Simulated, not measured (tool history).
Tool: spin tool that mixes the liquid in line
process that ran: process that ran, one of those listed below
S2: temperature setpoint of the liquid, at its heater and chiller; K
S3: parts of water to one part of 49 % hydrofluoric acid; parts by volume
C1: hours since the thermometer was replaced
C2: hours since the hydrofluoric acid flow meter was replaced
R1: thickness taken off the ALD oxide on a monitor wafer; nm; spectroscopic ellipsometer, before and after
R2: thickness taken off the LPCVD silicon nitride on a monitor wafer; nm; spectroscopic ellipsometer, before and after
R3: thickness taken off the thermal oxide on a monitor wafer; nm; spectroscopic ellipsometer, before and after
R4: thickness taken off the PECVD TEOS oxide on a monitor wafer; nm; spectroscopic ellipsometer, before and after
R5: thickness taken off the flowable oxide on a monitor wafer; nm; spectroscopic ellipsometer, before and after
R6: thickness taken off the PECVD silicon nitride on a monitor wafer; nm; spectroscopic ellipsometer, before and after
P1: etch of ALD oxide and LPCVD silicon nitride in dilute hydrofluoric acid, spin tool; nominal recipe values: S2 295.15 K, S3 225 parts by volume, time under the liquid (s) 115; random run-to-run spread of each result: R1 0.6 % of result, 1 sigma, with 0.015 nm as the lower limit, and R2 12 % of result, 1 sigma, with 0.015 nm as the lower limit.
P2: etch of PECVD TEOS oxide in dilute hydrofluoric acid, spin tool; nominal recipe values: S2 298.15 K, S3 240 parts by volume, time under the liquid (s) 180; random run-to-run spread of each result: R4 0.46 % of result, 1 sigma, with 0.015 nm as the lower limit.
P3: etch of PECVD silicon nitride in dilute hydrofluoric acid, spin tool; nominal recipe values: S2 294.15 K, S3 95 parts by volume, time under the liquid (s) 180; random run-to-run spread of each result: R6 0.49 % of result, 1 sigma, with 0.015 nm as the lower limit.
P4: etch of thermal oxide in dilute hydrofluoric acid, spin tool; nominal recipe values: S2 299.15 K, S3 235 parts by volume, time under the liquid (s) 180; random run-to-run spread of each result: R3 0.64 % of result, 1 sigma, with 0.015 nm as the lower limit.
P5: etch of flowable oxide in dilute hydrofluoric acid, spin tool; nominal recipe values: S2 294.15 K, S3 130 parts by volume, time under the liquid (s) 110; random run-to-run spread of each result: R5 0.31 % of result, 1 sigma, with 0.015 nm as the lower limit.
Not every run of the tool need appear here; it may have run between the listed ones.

{"run": 1, "hour": 6.6, "process that ran": "P1", "S2": 295.15, "S3": 225, "time under the liquid (s)": 115, "C1": 786.2, "C2": 393.0, "R1": 5.6222, "R2": 0.24115}
{"run": 2, "hour": 11.9, "process that ran": "P4", "S2": 294.65, "S3": 235, "time under the liquid (s)": 180, "C1": 791.5, "C2": 398.3, "R3": 2.9376}
{"run": 3, "hour": 16.1, "process that ran": "P2", "S2": 298.15, "S3": 240, "time under the liquid (s)": 180, "C1": 795.7, "C2": 402.5, "R4": 10.45}
{"run": 4, "hour": 21.6, "process that ran": "P1", "S2": 295.15, "S3": 225, "time under the liquid (s)": 30, "C1": 801.2, "C2": 408.0, "R1": 1.4509, "R2": 0.068465}
{"run": 5, "hour": 26.5, "process that ran": "P1", "S2": 295.15, "S3": 145, "time under the liquid (s)": 115, "C1": 806.1, "C2": 412.9, "R1": 9.5191, "R2": 0.35914}
{"run": 6, "hour": 31.2, "process that ran": "P4", "S2": 299.15, "S3": 235, "time under the liquid (s)": 180, "C1": 810.8, "C2": 417.6, "R3": 3.5165}
{"run": 7, "hour": 35.8, "process that ran": "P1", "S2": 302.65, "S3": 225, "time under the liquid (s)": 115, "C1": 815.4, "C2": 422.2, "R1": 7.4293, "R2": 0.38035}
{"run": 8, "hour": 40.9, "process that ran": "P5", "S2": 294.15, "S3": 180, "time under the liquid (s)": 110, "C1": 820.5, "C2": 427.3, "R5": 14.639}
{"run": 9, "hour": 46.2, "process that ran": "P5", "S2": 294.15, "S3": 130, "time under the liquid (s)": 110, "C1": 825.8, "C2": 432.6, "R5": 21.316}
{"hour": 50.8, "done": "hydrofluoric acid flow meter replaced"}
{"run": 10, "hour": 51.9, "process that ran": "P5", "S2": 290.65, "S3": 130, "time under the liquid (s)": 110, "C1": 831.5, "C2": 1.1, "R5": 18.46}
{"run": 11, "hour": 56.6, "process that ran": "P3", "S2": 294.15, "S3": 95, "time under the liquid (s)": 180, "C1": 836.2, "C2": 5.8, "R6": 4.036}
{"run": 12, "hour": 61.2, "process that ran": "P3", "S2": 294.15, "S3": 50, "time under the liquid (s)": 180, "C1": 840.8, "C2": 10.4, "R6": 7.5763}
{"run": 13, "hour": 67.1, "process that ran": "P5", "S2": 294.15, "S3": 130, "time under the liquid (s)": 180, "C1": 846.7, "C2": 16.3, "R5": 34.731}
{"run": 14, "hour": 72.4, "process that ran": "P1", "S2": 295.15, "S3": 225, "time under the liquid (s)": 115, "C1": 852.0, "C2": 21.6, "R1": 5.6123, "R2": 0.22162}
{"run": 15, "hour": 76.1, "process that ran": "P2", "S2": 298.15, "S3": 240, "time under the liquid (s)": 315, "C1": 855.7, "C2": 25.3, "R4": 18.27}
{"run": 16, "hour": 81.2, "process that ran": "P1", "S2": 290.65, "S3": 225, "time under the liquid (s)": 115, "C1": 860.8, "C2": 30.4, "R1": 4.7204, "R2": 0.18928}
{"run": 17, "hour": 88.2, "process that ran": "P1", "S2": 295.15, "S3": 370, "time under the liquid (s)": 115, "C1": 867.8, "C2": 37.4, "R1": 2.9941, "R2": 0.12738}
{"run": 18, "hour": 93.0, "process that ran": "P1", "S2": 295.15, "S3": 225, "time under the liquid (s)": 115, "C1": 872.6, "C2": 42.2, "R1": 5.6114, "R2": 0.25839}
{"run": 19, "hour": 98.7, "process that ran": "P1", "S2": 295.15, "S3": 225, "time under the liquid (s)": 115, "C1": 878.3, "C2": 47.9, "R1": 5.625, "R2": 0.17638}
{"run": 20, "hour": 104.3, "process that ran": "P3", "S2": 294.15, "S3": 95, "time under the liquid (s)": 180, "C1": 883.9, "C2": 53.5, "R6": 4.0579}
{"run": 21, "hour": 110.3, "process that ran": "P2", "S2": 294.15, "S3": 240, "time under the liquid (s)": 180, "C1": 889.9, "C2": 59.5, "R4": 8.9797}
{"run": 22, "hour": 115.4, "process that ran": "P1", "S2": 302.15, "S3": 225, "time under the liquid (s)": 225, "C1": 895.0, "C2": 64.6, "R1": 13.971, "R2": 0.66106}
{"run": 23, "hour": 122.6, "process that ran": "P1", "S2": 295.15, "S3": 225, "time under the liquid (s)": 115, "C1": 902.2, "C2": 71.8, "R1": 5.6034, "R2": 0.25601}
{"run": 24, "hour": 129.2, "process that ran": "P4", "S2": 299.15, "S3": 235, "time under the liquid (s)": 340, "C1": 908.8, "C2": 78.4, "R3": 6.511}
{"run": 25, "hour": 134.7, "process that ran": "P4", "S2": 299.15, "S3": 140, "time under the liquid (s)": 180, "C1": 914.3, "C2": 83.9, "R3": 6.491}
{"run": 26, "hour": 138.5, "process that ran": "P3", "S2": 290.15, "S3": 95, "time under the liquid (s)": 180, "C1": 918.1, "C2": 87.7, "R6": 3.0747}
{"run": 27, "hour": 144.5, "process that ran": "P3", "S2": 294.15, "S3": 95, "time under the liquid (s)": 85, "C1": 924.1, "C2": 93.7, "R6": 1.8914}
{"run": 28, "hour": 150.7, "process that ran": "P2", "S2": 298.15, "S3": 410, "time under the liquid (s)": 180, "C1": 930.3, "C2": 99.9, "R4": 5.1563}
{"run": 29, "hour": 157.3, "process that ran": "P1", "S2": 300.65, "S3": 375, "time under the liquid (s)": 115, "C1": 936.9, "C2": 106.5, "R1": 3.5305, "R2": 0.21068}
{"run": 30, "hour": 163.5, "process that ran": "P1", "S2": 295.15, "S3": 225, "time under the liquid (s)": 115, "C1": 943.1, "C2": 112.7, "R1": 5.6223, "R2": 0.24856}
{"run": 31, "hour": 168.8, "process that ran": "P1", "S2": 295.15, "S3": 225, "time under the liquid (s)": 220, "C1": 948.4, "C2": 118.0, "R1": 10.799, "R2": 0.55963}
{"run": 32, "hour": 173.6, "process that ran": "P1", "S2": 295.15, "S3": 225, "time under the liquid (s)": 115, "C1": 953.2, "C2": 122.8, "R1": 5.5842, "R2": 0.17719}
{"run": 33, "hour": 180.6, "process that ran": "P1", "S2": 295.15, "S3": 225, "time under the liquid (s)": 115, "C1": 960.2, "C2": 129.8, "R1": 5.4489, "R2": 0.20598}
{"run": 34, "hour": 185.2, "process that ran": "P1", "S2": 295.15, "S3": 225, "time under the liquid (s)": 115, "C1": 964.8, "C2": 134.4, "R1": 5.4795, "R2": 0.18478}
{"run": 35, "hour": 190.9, "process that ran": "P1", "S2": 295.15, "S3": 225, "time under the liquid (s)": 115, "C1": 970.5, "C2": 140.1, "R1": 5.3552, "R2": 0.15872}
{"run": 36, "hour": 197.8, "process that ran": "P1", "S2": 295.15, "S3": 225, "time under the liquid (s)": 115, "C1": 977.4, "C2": 147.0, "R1": 5.3637, "R2": 0.14686}
{"run": 37, "hour": 202.1, "process that ran": "P1", "S2": 295.15, "S3": 225, "time under the liquid (s)": 115, "C1": 981.7, "C2": 151.3, "R1": 5.3046, "R2": 0.23003}
{"run": 38, "hour": 206.6, "process that ran": "P1", "S2": 295.15, "S3": 225, "time under the liquid (s)": 115, "C1": 986.2, "C2": 155.8, "R1": 5.297, "R2": 0.21682}
{"run": 39, "hour": 212.8, "process that ran": "P1", "S2": 295.15, "S3": 225, "time under the liquid (s)": 115, "C1": 992.4, "C2": 162.0, "R1": 5.3296, "R2": 0.19233}
{"run": 40, "hour": 218.4, "process that ran": "P1", "S2": 295.15, "S3": 225, "time under the liquid (s)": 115, "C1": 998.0, "C2": 167.6, "R1": 5.3212, "R2": 0.18584}
{"run": 41, "hour": 224.7, "process that ran": "P1", "S2": 295.15, "S3": 225, "time under the liquid (s)": 115, "C1": 1004.3, "C2": 173.9, "R1": 5.3111, "R2": 0.16726}

What P1 gives has crept off from where it sat before. The 2 causes that follow fit the log equally well, each at the size noted:
A: hydrofluoric acid flow below the setpoint (%) = 4.25
B: liquid colder than its thermometer reads (K) = 1.43
Creep in the process output first set in at about hour 173.6.

The check runs listed below each take one wafer, and their results are still question marks. Under which run would the listed causes lead to clearly different results?
{"run": "check 1", "hour": 231.0, "process that ran": "P5", "S2": 294.15, "S3": 130, "time under the liquid (s)": 110, "R5": "?"}
{"run": "check 2", "hour": 231.0, "process that ran": "P2", "S2": 298.15, "S3": 240, "time under the liquid (s)": 180, "R4": "?"}
{"run": "check 3", "hour": 231.0, "process that ran": "P3", "S2": 294.15, "S3": 95, "time under the liquid (s)": 180, "R6": "?"}
{"run": "check 4", "hour": 231.0, "process that ran": "P4", "S2": 299.15, "S3": 235, "time under the liquid (s)": 180, "R3": "?"}

What every check run would give for each of its results, assuming each possible cause in turn:
check=check_1 result=R5 if_A=20.305 if_B=20.149
check=check_2 result=R4 if_A=9.8348 if_B=9.8666
check=check_3 result=R6 if_A=3.8749 if_B=3.6683
check=check_4 result=R3 if_A=3.2978 if_B=3.3102
How far apart the two closest causes lie, in the result that separates them most: check 1 0.77 %; check 2 0.32 %; check 3 5.48 %; check 4 0.37 %
Of the check runs offered, only check 3 discriminates between the causes; the rest would read about the same regardless of which cause applies.

Running check 3 produced the following: R6 3.8759 nm. Which one of the listed causes fits?

Of the candidate causes, it is A: hydrofluoric acid flow below the setpoint (%).
